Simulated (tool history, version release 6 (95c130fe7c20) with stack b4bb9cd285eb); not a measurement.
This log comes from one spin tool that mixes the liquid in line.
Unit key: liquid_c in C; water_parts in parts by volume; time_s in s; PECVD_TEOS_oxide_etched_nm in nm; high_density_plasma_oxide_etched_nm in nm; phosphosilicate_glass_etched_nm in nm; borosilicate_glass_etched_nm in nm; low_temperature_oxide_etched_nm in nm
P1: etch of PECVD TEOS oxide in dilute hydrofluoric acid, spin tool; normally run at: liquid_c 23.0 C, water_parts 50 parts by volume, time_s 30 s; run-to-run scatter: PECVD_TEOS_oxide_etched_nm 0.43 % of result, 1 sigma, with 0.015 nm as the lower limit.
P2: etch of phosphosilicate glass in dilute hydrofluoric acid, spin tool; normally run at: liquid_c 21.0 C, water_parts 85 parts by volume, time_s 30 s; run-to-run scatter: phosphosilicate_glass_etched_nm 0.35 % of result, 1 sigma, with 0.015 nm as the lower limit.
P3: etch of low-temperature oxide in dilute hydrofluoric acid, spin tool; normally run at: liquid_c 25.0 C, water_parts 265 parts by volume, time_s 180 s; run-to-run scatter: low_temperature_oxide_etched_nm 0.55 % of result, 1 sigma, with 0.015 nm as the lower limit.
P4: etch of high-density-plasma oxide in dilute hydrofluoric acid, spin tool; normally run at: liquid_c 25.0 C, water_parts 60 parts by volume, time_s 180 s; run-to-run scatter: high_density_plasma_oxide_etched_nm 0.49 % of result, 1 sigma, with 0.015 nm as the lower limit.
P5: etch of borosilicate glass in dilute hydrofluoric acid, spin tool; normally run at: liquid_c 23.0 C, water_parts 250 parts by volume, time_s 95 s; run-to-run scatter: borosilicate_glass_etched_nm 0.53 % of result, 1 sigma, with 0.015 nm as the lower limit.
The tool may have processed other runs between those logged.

run	day	process	liquid_c	water_parts	time_s	hours since the thermometer was replaced	hours since the hydrofluoric acid flow meter was replaced	PECVD_TEOS_oxide_etched_nm	high_density_plasma_oxide_etched_nm	phosphosilicate_glass_etched_nm	borosilicate_glass_etched_nm	low_temperature_oxide_etched_nm
1	0.288	P1	23.0	50	30	760.7	1039.8	9.1533				
2	0.771	P1	23.0	20	30	772.3	1051.4	23.6870				
3	1.021	P1	23.0	70	30	778.3	1057.4	6.3166				
4	1.454	P4	25.0	60	270	788.7	1067.8		25.926			
5	1.825	P1	28.5	50	30	797.6	1076.7	11.3790				
6	2.167	P2	21.0	85	30	805.8	1084.9			43.450		
7	2.675	P1	23.0	50	30	818.0	1097.1	9.0827				
8	2.929	P1	18.0	50	55	824.1	1103.2	13.5010				
9	3.212	P2	21.0	85	15	830.9	1110.0			21.567		
10	3.679	P1	23.0	50	15	842.1	1121.2	4.5032				
11	3.988	P5	17.0	250	95	849.5	1128.6				8.2531	
12	4.321	P1	23.0	50	30	857.5	1136.6	9.1584				
# day 4.483: thermometer replaced
13	4.683	P1	17.0	50	30	4.9	1145.3	7.0363				
14	5.038	P5	23.0	250	185	13.4	1153.8				20.1300	
15	5.471	P1	18.5	50	15	23.8	1164.2	3.7625				
16	5.708	P3	25.0	265	180	29.5	1169.9					9.8916
17	5.946	P3	25.0	265	340	35.2	1175.6					18.5710
18	6.396	P4	25.0	85	180	46.0	1186.4		11.668			
19	6.688	P1	28.0	50	15	53.0	1193.4	5.5581				
20	7.133	P3	25.0	265	180	63.7	1204.1					9.8719
21	7.654	P3	33.0	265	180	76.2	1216.6					12.8220
22	7.925	P2	21.0	85	30	82.7	1223.1			43.459		
23	8.296	P5	23.0	250	95	91.6	1232.0				10.3500	
# day 8.571: hydrofluoric acid flow meter replaced
24	8.712	P1	23.0	50	30	101.6	3.4	9.1109				
25	9.150	P4	17.0	60	180	112.1	13.9		12.427			

Run 26 comes next. What will it give?
26	9.458	P4	25.0	60	180	119.5	21.3		?			

Run 26 came out at high_density_plasma_oxide_etched_nm 17.185 nm.
